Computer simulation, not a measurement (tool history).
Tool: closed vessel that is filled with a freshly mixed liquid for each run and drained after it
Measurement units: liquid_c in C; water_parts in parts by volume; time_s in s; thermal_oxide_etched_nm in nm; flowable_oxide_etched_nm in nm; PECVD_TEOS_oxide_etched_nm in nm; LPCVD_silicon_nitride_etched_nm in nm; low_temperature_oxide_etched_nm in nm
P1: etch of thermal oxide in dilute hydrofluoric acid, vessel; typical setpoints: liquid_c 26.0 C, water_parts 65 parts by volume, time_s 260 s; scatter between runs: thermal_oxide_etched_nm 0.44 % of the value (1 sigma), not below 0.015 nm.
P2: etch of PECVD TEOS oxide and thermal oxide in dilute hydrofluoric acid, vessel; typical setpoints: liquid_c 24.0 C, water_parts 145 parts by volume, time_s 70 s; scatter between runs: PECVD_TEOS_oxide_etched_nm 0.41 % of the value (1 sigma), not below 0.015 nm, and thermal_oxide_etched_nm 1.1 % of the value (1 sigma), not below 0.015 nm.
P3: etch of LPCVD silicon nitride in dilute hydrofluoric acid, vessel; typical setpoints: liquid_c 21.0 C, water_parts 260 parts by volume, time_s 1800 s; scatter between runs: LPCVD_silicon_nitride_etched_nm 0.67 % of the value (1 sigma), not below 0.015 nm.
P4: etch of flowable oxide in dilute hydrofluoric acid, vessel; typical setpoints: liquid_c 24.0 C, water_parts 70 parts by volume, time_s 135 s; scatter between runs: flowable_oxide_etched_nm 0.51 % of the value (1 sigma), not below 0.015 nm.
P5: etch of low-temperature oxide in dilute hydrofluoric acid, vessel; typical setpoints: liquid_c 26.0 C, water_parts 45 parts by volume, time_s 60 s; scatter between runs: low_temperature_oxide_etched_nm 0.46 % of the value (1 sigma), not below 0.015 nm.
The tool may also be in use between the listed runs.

| run | hour | process | liquid_c | water_parts | time_s | hours since the thermometer was replaced | hours since the hydrofluoric acid flow meter was replaced | thermal_oxide_etched_nm | flowable_oxide_etched_nm | PECVD_TEOS_oxide_etched_nm | LPCVD_silicon_nitride_etched_nm | low_temperature_oxide_etched_nm |
|---|---|---|---|---|---|---|---|---|---|---|---|---|
| 1 | 8.2 | P1 | 26.0 | 65 | 260 | 366.0 | 253.4 | 21.0740 |  |  |  |  |
| 2 | 19.5 | P1 | 26.0 | 20 | 260 | 377.3 | 264.7 | 72.3360 |  |  |  |  |
| 3 | 28.0 | P1 | 26.0 | 90 | 260 | 385.8 | 273.2 | 14.7290 |  |  |  |  |
| 4 | 37.7 | P4 | 24.0 | 70 | 135 | 395.5 | 282.9 |  | 49.890 |  |  |  |
| 5 | 45.8 | P2 | 24.0 | 60 | 70 | 403.6 | 291.0 | 5.9543 |  | 34.496 |  |  |
| 6 | 54.5 | P1 | 26.0 | 65 | 35 | 412.3 | 299.7 | 2.8190 |  |  |  |  |
| 7 | 66.1 | P1 | 26.0 | 65 | 260 | 423.9 | 311.3 | 20.9880 |  |  |  |  |
| 8 | 72.3 | P3 | 21.0 | 260 | 1800 | 430.1 | 317.5 |  |  |  | 3.0221 |  |
| 9 | 81.8 | P1 | 26.0 | 65 | 260 | 439.6 | 327.0 | 20.9730 |  |  |  |  |
| 10 | 92.4 | P3 | 21.0 | 260 | 2935 | 450.2 | 337.6 |  |  |  | 4.9375 |  |
| 11 | 100.3 | P4 | 31.0 | 70 | 135 | 458.1 | 345.5 |  | 66.770 |  |  |  |
| 12 | 110.2 | P1 | 20.5 | 65 | 260 | 468.0 | 355.4 | 16.7940 |  |  |  |  |
| 13 | 121.1 | P1 | 26.0 | 65 | 260 | 478.9 | 366.3 | 20.9120 |  |  |  |  |
| 14 | 130.6 | P1 | 26.0 | 65 | 260 | 488.4 | 375.8 | 20.9570 |  |  |  |  |
| 15 | 136.0 | P3 | 21.0 | 260 | 1800 | 493.8 | 381.2 |  |  |  | 3.0442 |  |
| 16 | 147.4 | P4 | 24.0 | 115 | 135 | 505.2 | 392.6 |  | 29.096 |  |  |  |
| 17 | 152.8 | P3 | 21.0 | 45 | 1800 | 510.6 | 398.0 |  |  |  | 16.7990 |  |
| 18 | 158.1 | P1 | 33.5 | 65 | 260 | 515.9 | 403.3 | 28.2680 |  |  |  |  |
| 19 | 166.3 | P5 | 26.0 | 45 | 90 | 524.1 | 411.5 |  |  |  |  | 40.241 |
| 20 | 173.0 | P2 | 24.0 | 145 | 70 | 530.8 | 418.2 | 2.2556 |  | 12.746 |  |  |
| 21 | 179.4 | P1 | 26.0 | 65 | 385 | 537.2 | 424.6 | 31.2700 |  |  |  |  |
| 22 | 185.2 | P1 | 26.0 | 65 | 260 | 543.0 | 430.4 | 20.9980 |  |  |  |  |
| 23 | 196.1 | P5 | 26.0 | 45 | 60 | 553.9 | 441.3 |  |  |  |  | 26.687 |
| 24 | 203.6 | P5 | 26.0 | 25 | 60 | 561.4 | 448.8 |  |  |  |  | 48.945 |

Expected results for the next run?
| 25 | 210.4 | P1 | 26.0 | 65 | 260 | 568.2 | 455.6 | ? |  |  |  |  |

thermal_oxide_etched_nm: 21.0660 nm

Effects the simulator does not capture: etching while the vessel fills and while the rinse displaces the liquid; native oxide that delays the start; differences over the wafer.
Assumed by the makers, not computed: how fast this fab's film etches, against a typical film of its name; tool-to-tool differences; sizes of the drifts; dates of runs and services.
